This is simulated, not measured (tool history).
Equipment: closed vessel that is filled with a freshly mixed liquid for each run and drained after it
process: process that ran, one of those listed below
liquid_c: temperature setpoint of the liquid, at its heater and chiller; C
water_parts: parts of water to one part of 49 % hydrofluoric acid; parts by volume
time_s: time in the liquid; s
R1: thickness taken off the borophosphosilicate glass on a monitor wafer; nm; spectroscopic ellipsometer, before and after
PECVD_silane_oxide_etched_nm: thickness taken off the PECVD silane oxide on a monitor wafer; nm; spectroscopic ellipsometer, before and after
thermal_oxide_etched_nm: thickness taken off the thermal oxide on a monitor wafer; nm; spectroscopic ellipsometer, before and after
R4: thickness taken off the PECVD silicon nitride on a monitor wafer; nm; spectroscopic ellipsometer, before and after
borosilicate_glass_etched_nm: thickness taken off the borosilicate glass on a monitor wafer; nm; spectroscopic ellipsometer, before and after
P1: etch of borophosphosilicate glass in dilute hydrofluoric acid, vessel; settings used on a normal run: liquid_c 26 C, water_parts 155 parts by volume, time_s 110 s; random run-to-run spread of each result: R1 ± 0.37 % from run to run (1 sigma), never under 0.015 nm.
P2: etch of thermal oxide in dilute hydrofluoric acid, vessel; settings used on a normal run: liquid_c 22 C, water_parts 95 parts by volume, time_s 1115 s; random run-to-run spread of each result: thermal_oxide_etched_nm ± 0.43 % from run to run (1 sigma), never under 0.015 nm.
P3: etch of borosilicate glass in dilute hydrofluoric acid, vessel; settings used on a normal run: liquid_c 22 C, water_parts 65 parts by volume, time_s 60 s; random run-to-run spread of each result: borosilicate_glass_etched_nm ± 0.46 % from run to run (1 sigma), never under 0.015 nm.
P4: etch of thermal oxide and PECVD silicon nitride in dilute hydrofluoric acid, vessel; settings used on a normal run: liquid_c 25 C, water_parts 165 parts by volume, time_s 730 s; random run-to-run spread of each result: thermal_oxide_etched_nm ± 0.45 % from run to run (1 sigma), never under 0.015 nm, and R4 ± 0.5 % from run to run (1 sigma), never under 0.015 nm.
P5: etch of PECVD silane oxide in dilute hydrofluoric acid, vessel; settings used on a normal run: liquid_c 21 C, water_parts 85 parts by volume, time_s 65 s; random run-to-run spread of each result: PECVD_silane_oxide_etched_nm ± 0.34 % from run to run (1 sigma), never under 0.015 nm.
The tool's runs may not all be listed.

{"run": 1, "day": 0.338, "process": "P1", "liquid_c": 26, "water_parts": 155, "time_s": 110, "R1": 44.104}
{"run": 2, "day": 0.8, "process": "P5", "liquid_c": 21, "water_parts": 85, "time_s": 30, "PECVD_silane_oxide_etched_nm": 7.7688}
{"run": 3, "day": 1.096, "process": "P4", "liquid_c": 25, "water_parts": 165, "time_s": 30, "thermal_oxide_etched_nm": 0.76716, "R4": 0.53975}
{"run": 4, "day": 1.467, "process": "P1", "liquid_c": 26, "water_parts": 235, "time_s": 110, "R1": 26.622}
{"run": 5, "day": 1.792, "process": "P1", "liquid_c": 26, "water_parts": 155, "time_s": 165, "R1": 66.067}
{"run": 6, "day": 2.192, "process": "P1", "liquid_c": 26, "water_parts": 55, "time_s": 180, "R1": 231.93}
{"run": 7, "day": 2.425, "process": "P2", "liquid_c": 22, "water_parts": 95, "time_s": 105, "thermal_oxide_etched_nm": 5.0727}
{"run": 8, "day": 2.704, "process": "P1", "liquid_c": 26, "water_parts": 155, "time_s": 110, "R1": 44.016}
{"run": 9, "day": 2.958, "process": "P3", "liquid_c": 22, "water_parts": 65, "time_s": 30, "borosilicate_glass_etched_nm": 7.7317}
{"run": 10, "day": 3.412, "process": "P2", "liquid_c": 22, "water_parts": 165, "time_s": 1115, "thermal_oxide_etched_nm": 28.475}
{"run": 11, "day": 3.754, "process": "P3", "liquid_c": 22, "water_parts": 105, "time_s": 60, "borosilicate_glass_etched_nm": 9.2799}
{"run": 12, "day": 4.204, "process": "P1", "liquid_c": 26, "water_parts": 155, "time_s": 110, "R1": 44.244}
{"run": 13, "day": 4.629, "process": "P1", "liquid_c": 20.5, "water_parts": 155, "time_s": 110, "R1": 35.409}
{"run": 14, "day": 5.129, "process": "P1", "liquid_c": 26, "water_parts": 260, "time_s": 195, "R1": 41.531}
{"run": 15, "day": 5.388, "process": "P2", "liquid_c": 22, "water_parts": 95, "time_s": 1115, "thermal_oxide_etched_nm": 53.137}
{"run": 16, "day": 5.892, "process": "P5", "liquid_c": 21, "water_parts": 85, "time_s": 65, "PECVD_silane_oxide_etched_nm": 16.83}
{"run": 17, "day": 6.275, "process": "P1", "liquid_c": 26, "water_parts": 155, "time_s": 110, "R1": 44.089}
{"run": 18, "day": 6.654, "process": "P1", "liquid_c": 31.5, "water_parts": 155, "time_s": 110, "R1": 54.09}
{"run": 19, "day": 7.029, "process": "P1", "liquid_c": 26, "water_parts": 85, "time_s": 110, "R1": 87.948}
{"run": 20, "day": 7.454, "process": "P3", "liquid_c": 22, "water_parts": 65, "time_s": 60, "borosilicate_glass_etched_nm": 15.666}
{"run": 21, "day": 7.717, "process": "P2", "liquid_c": 17, "water_parts": 95, "time_s": 1115, "thermal_oxide_etched_nm": 43.678}
{"run": 22, "day": 8.221, "process": "P4", "liquid_c": 33, "water_parts": 165, "time_s": 730, "thermal_oxide_etched_nm": 24.938, "R4": 21.49}
{"run": 23, "day": 8.604, "process": "P5", "liquid_c": 17, "water_parts": 85, "time_s": 65, "PECVD_silane_oxide_etched_nm": 14.32}
{"run": 24, "day": 9.1, "process": "P1", "liquid_c": 26, "water_parts": 155, "time_s": 110, "R1": 44.179}
{"run": 25, "day": 9.471, "process": "P4", "liquid_c": 25, "water_parts": 165, "time_s": 730, "thermal_oxide_etched_nm": 18.933, "R4": 13.204}
{"run": 26, "day": 9.912, "process": "P1", "liquid_c": 26, "water_parts": 155, "time_s": 55, "R1": 21.975}
{"run": 27, "day": 10.367, "process": "P5", "liquid_c": 21, "water_parts": 140, "time_s": 65, "PECVD_silane_oxide_etched_nm": 9.6169}
{"run": 28, "day": 10.838, "process": "P1", "liquid_c": 26, "water_parts": 155, "time_s": 110, "R1": 44.404}
{"run": 29, "day": 11.238, "process": "P4", "liquid_c": 25, "water_parts": 165, "time_s": 730, "thermal_oxide_etched_nm": 18.894, "R4": 13.179}
{"run": 30, "day": 11.488, "process": "P5", "liquid_c": 21, "water_parts": 85, "time_s": 65, "PECVD_silane_oxide_etched_nm": 16.884}
{"run": 31, "day": 11.925, "process": "P3", "liquid_c": 18.5, "water_parts": 65, "time_s": 60, "borosilicate_glass_etched_nm": 13.434}
{"run": 32, "day": 12.412, "process": "P4", "liquid_c": 25, "water_parts": 35, "time_s": 730, "thermal_oxide_etched_nm": 103.72, "R4": 60.68}
{"run": 33, "day": 12.638, "process": "P1", "liquid_c": 26, "water_parts": 155, "time_s": 110, "R1": 44.125}
{"run": 34, "day": 12.862, "process": "P1", "liquid_c": 26, "water_parts": 155, "time_s": 110, "R1": 45.375}
{"run": 35, "day": 13.283, "process": "P1", "liquid_c": 26, "water_parts": 155, "time_s": 110, "R1": 46.528}
{"run": 36, "day": 13.558, "process": "P1", "liquid_c": 26, "water_parts": 155, "time_s": 110, "R1": 46.932}
{"run": 37, "day": 13.85, "process": "P1", "liquid_c": 26, "water_parts": 155, "time_s": 110, "R1": 46.941}
{"run": 38, "day": 14.088, "process": "P1", "liquid_c": 26, "water_parts": 155, "time_s": 110, "R1": 47.042}
{"run": 39, "day": 14.471, "process": "P1", "liquid_c": 26, "water_parts": 155, "time_s": 110, "R1": 46.955}

Compared with where it was, what P1 gives has crept away. Each cause listed below fits the log as well as the rest, at the size given for it:
A: liquid hotter than its thermometer reads (K) = 1.78
B: hydrofluoric acid flow above the setpoint (%) = 5.72
Onset of the creep was near day 12.638.

Of the 4 check runs listed below, each run on one wafer and each result written as a question mark, which would let you distinguish the listed causes because they would give clearly different results?
{"run": "check 1", "day": 14.854, "process": "P3", "liquid_c": 22, "water_parts": 90, "time_s": 60, "borosilicate_glass_etched_nm": "?"}
{"run": "check 2", "day": 14.854, "process": "P5", "liquid_c": 21, "water_parts": 130, "time_s": 30, "PECVD_silane_oxide_etched_nm": "?"}
{"run": "check 3", "day": 14.854, "process": "P4", "liquid_c": 28, "water_parts": 70, "time_s": 730, "thermal_oxide_etched_nm": "?", "R4": "?"}
{"run": "check 4", "day": 14.854, "process": "P2", "liquid_c": 22, "water_parts": 135, "time_s": 135, "thermal_oxide_etched_nm": "?"}

What each check would give under each cause:
check=check_1 result=borosilicate_glass_etched_nm if_A=11.81 if_B=11.69
check=check_2 result=PECVD_silane_oxide_etched_nm if_A=5.1861 if_B=5.1494
check=check_3 result=thermal_oxide_etched_nm if_A=60.334 if_B=59.844
check=check_3 result=R4 if_A=42.115 if_B=39.692
check=check_4 result=thermal_oxide_etched_nm if_A=4.6721 if_B=4.6452
Per check, the gap between the least separated pair of causes, taken in the result that splits them most: check 1 1.03 %; check 2 0.71 %; check 3 5.93 %; check 4 0.58 %
Of the check runs offered, only check 3 discriminates between the causes; the rest would read about the same regardless of which cause applies.

After running check 3, the following was obtained: thermal_oxide_etched_nm 59.672 nm; R4 39.524 nm. Which cause does this point to?

Of the candidate causes, it is B: hydrofluoric acid flow above the setpoint (%).
